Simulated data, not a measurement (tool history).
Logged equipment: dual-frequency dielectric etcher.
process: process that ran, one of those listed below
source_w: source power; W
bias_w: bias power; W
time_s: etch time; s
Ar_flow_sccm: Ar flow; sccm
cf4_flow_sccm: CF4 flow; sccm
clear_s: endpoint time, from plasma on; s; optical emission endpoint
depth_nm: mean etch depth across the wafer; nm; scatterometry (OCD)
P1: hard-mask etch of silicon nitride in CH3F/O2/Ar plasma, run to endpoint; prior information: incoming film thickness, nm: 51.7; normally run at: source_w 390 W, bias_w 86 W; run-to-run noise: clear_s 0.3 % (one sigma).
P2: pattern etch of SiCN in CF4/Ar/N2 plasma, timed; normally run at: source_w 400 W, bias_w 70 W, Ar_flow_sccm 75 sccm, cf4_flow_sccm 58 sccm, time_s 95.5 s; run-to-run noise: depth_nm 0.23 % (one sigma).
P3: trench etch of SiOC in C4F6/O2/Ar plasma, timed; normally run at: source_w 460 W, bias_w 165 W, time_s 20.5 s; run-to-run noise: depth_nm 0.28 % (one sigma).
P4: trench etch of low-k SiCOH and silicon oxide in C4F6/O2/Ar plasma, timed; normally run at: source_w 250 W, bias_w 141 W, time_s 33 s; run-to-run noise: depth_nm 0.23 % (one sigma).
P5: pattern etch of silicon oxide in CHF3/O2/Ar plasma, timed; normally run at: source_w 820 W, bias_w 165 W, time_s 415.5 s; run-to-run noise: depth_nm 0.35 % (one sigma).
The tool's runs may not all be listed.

run,hour,process,source_w,bias_w,time_s,Ar_flow_sccm,cf4_flow_sccm,clear_s,depth_nm
1,8.5,P1,390,86,,,,71.035,
2,17.8,P1,290,86,,,,79.504,
3,25.9,P1,390,52,,,,84.349,
4,35.9,P4,250,141,33,,,,80.442
# hour 49.6: wet clean of the chamber
5,49.8,P2,400,42,95.5,75,58,,64.233
6,62,P1,390,86,,,,71.656,
7,73.1,P5,1150,165,415.5,,,,1054.8
8,80.2,P2,400,70,95.5,75,58,,75.707
9,88.3,P3,460,165,30,,,,65.267
10,97,P5,820,223,415.5,,,,1018.7
11,112.1,P2,400,70,95.5,75,73,,77.977
# hour 117: source power generator calibrated
12,123.2,P2,290,70,95.5,75,58,,57.024
13,139.8,P1,460,62,,,,75.185,
14,151.7,P4,300,141,33,,,,86.359
15,160.1,P2,400,70,95.5,49,58,,79.936
16,171.5,P1,390,86,,,,71.388,
17,179.3,P4,250,141,49.5,,,,120.07
18,191.4,P2,400,70,124,75,58,,98.839
19,200.1,P4,250,194,33,,,,88.791
20,214.1,P5,820,165,415.5,,,,928.5

Predict the results of run 21:
21,224.7,P3,460,165,20.5,,,,?

depth_nm: 44.672 nm
